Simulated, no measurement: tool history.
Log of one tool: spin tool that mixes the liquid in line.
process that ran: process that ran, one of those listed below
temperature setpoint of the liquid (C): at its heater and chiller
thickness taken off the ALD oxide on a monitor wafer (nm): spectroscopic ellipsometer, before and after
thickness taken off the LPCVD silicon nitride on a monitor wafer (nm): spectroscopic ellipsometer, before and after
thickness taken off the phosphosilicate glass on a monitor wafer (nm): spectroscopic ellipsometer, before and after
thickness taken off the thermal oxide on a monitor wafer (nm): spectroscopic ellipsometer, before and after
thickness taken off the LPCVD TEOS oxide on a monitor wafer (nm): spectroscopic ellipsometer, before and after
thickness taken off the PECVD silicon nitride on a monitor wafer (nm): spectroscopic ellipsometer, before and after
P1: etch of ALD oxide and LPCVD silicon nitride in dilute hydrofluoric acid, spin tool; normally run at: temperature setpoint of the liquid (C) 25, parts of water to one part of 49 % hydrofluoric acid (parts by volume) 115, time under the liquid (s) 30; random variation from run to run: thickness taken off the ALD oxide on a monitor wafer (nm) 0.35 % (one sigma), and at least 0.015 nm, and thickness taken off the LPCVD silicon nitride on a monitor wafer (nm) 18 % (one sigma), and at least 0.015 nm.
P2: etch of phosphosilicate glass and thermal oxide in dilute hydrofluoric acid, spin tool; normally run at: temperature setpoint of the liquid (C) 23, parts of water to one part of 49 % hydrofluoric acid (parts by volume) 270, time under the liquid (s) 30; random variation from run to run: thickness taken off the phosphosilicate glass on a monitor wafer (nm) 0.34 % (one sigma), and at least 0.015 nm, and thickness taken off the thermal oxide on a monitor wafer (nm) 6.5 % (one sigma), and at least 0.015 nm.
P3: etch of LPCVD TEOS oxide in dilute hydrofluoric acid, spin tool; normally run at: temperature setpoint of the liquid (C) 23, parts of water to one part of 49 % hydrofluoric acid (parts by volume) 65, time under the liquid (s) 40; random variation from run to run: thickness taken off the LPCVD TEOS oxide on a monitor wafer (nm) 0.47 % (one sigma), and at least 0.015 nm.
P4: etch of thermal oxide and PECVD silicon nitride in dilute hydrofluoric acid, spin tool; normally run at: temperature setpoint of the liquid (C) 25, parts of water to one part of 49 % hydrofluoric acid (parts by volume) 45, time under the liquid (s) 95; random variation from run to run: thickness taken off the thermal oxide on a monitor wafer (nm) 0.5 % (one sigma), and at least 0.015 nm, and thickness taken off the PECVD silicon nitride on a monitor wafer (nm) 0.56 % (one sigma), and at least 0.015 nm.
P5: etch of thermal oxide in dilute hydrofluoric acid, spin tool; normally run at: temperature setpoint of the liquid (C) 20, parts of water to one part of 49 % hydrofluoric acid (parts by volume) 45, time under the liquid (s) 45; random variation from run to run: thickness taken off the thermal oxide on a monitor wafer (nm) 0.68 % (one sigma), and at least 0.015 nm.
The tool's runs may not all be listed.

run	day	process that ran	temperature setpoint of the liquid (C)	parts of water to one part of 49 % hydrofluoric acid (parts by volume)	time under the liquid (s)	thickness taken off the ALD oxide on a monitor wafer (nm)	thickness taken off the LPCVD silicon nitride on a monitor wafer (nm)	thickness taken off the phosphosilicate glass on a monitor wafer (nm)	thickness taken off the thermal oxide on a monitor wafer (nm)	thickness taken off the LPCVD TEOS oxide on a monitor wafer (nm)	thickness taken off the PECVD silicon nitride on a monitor wafer (nm)
1	0.221	P1	25	115	30	8.4402	0.13416				
2	0.558	P2	23	270	15			3.8799	0.19247		
3	0.904	P1	25	115	55	15.447	0.25757				
4	1.288	P3	29.5	65	40					29.283	
5	1.592	P5	20	80	45				2.2746		
6	1.962	P5	20	45	45				4.3245		
7	2.35	P1	25	210	30	4.1189	0.060224				
8	2.754	P2	23	270	30			7.7861	0.45381		
9	2.942	P1	25	115	30	8.4402	0.15093				
10	3.175	P3	23	65	15					8.4798	
11	3.517	P4	25	45	185				22.121		9.1242
12	3.808	P4	25	45	95				11.26		4.6288
13	4.017	P1	30	115	30	10.193	0.15561				
14	4.317	P4	19.5	45	95				8.97		3.2005
15	4.633	P2	23	270	30			7.7714	0.46731		
16	4.9	P2	23	145	30			16.435	0.91113		
17	5.104	P1	21.5	30	30	31.252	0.36211				
# day 5.183: thermometer replaced
18	5.392	P1	25	115	30	8.4698	0.20272				
19	5.571	P5	20	45	75				7.1624		
20	5.946	P4	25	60	95				8.3244		3.5536
21	6.288	P1	25	115	30	8.4617	0.12682				
22	6.554	P2	17	270	30			6.2844	0.33496		
23	6.921	P3	23	65	40					22.594	
24	7.3	P1	18.5	115	30	6.4772	0.098588				
25	7.538	P1	20	115	50	11.537	0.16152				
26	7.929	P3	23	25	40					61.979	
27	8.258	P1	25	115	30	8.5076	0.13589				
28	8.571	P1	25	115	15	4.2223	0.067187				
29	8.929	P1	25	115	30	8.4425	0.11256				
30	9.188	P1	25	40	30	26.664	0.34093				
31	9.438	P1	21.5	185	30	4.2416	0.083072				
32	9.621	P5	17	45	45				3.7241		
33	9.871	P1	25	115	30	8.4945	0.087422				
34	10.2	P1	25	115	30	8.4389	0.13267				
35	10.421	P1	25	115	30	8.6168	0.13219				
36	10.704	P1	25	115	30	8.7213	0.1377				
37	10.958	P1	25	115	30	8.8531	0.15242				
38	11.142	P1	25	115	30	8.8964	0.19449				
39	11.538	P1	25	115	30	8.9853	0.13971				
40	11.804	P1	25	115	30	8.9422	0.1662				
41	12.117	P1	25	115	30	9.0121	0.22375				
42	12.338	P1	25	115	30	9.0435	0.13733				
43	12.579	P1	25	115	30	8.9411	0.12009				

What P1 gives has crept away from where it was. These 2 causes fit the log equally well, each at the size given:
A: hydrofluoric acid flow above the setpoint (%) = 5.86
B: liquid hotter than its thermometer reads (K) = 1.69
The creep began at about day 10.2.

4 check runs are offered, one wafer each, their results left as question marks. Which one tells the causes apart?
check 1	12.821	P2	17	155	30			?	?		
check 2	12.821	P3	23	35	15					?	
check 3	12.821	P5	20	75	70				?		
check 4	12.821	P4	22	45	160				?		?

What each check would give under each cause:
check	result	if A	if B
check 1	thickness taken off the phosphosilicate glass on a monitor wafer (nm)	12.865	12.907
check 1	thickness taken off the thermal oxide on a monitor wafer (nm)	0.69772	0.69999
check 2	thickness taken off the LPCVD TEOS oxide on a monitor wafer (nm)	17.339	17.529
check 3	thickness taken off the thermal oxide on a monitor wafer (nm)	4.0825	4.1166
check 4	thickness taken off the thermal oxide on a monitor wafer (nm)	17.807	17.993
check 4	thickness taken off the PECVD silicon nitride on a monitor wafer (nm)	6.7852	7.2035
How far apart the two closest causes lie, in the result that separates them most: check 1 0.33 %; check 2 1.09 %; check 3 0.83 %; check 4 5.98 %
Only check 4 tells the causes apart: in the others they would give nearly the same result.

Check 4 was then run and gave: thickness taken off the thermal oxide on a monitor wafer (nm) 17.927; thickness taken off the PECVD silicon nitride on a monitor wafer (nm) 7.2453. Which cause is it?

It is B: liquid hotter than its thermometer reads (K).
